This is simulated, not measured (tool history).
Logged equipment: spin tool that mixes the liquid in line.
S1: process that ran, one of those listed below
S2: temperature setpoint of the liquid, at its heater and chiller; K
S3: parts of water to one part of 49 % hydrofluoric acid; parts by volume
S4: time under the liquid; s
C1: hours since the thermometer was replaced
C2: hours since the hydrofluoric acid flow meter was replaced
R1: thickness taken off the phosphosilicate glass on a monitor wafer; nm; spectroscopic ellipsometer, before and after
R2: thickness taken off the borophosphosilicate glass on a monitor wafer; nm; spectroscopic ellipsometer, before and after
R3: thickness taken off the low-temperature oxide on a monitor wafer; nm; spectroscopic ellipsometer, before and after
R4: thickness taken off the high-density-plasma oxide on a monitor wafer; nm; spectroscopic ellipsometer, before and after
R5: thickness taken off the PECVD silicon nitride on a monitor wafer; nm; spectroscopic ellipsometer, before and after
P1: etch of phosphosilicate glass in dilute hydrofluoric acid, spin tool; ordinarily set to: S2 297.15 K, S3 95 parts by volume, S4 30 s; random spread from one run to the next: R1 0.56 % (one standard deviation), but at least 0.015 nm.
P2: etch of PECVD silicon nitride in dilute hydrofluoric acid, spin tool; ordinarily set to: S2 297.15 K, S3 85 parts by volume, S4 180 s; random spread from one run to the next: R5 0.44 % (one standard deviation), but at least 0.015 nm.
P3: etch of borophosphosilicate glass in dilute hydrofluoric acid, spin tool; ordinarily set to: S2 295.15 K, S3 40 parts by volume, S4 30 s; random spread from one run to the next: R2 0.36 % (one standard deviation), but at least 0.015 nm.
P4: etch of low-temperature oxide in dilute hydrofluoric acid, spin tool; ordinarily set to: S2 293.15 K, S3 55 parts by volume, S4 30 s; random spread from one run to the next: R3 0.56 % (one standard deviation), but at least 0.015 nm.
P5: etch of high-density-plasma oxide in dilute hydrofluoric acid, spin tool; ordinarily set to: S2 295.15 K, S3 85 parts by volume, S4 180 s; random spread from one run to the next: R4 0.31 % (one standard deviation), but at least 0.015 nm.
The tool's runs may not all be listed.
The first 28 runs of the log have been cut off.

run,hour,S1,S2,S3,S4,C1,C2,R1,R2,R3,R4,R5
29,296.1,P5,295.15,145,180,1539.4,1158.6,,,,9.5512,
30,309.6,P5,295.15,85,180,1552.9,1172.1,,,,17.5270,
31,323.5,P3,295.15,40,30,1566.8,1186.0,,44.637,,,
32,335.5,P1,297.15,95,30,1578.8,1198.0,35.105,,,,
33,342.1,P1,297.15,45,45,1585.4,1204.6,118.580,,,,
34,354.2,P1,297.15,95,30,1597.5,1216.7,35.211,,,,
35,364.4,P1,297.15,95,30,1607.7,1226.9,36.106,,,,
36,373.4,P1,297.15,95,30,1616.7,1235.9,36.833,,,,

The next listed run, before its measurement:
37,385.3,P1,297.15,95,30,1628.6,1247.8,?,,,,

{"run 37": {"R1": 37.492}}
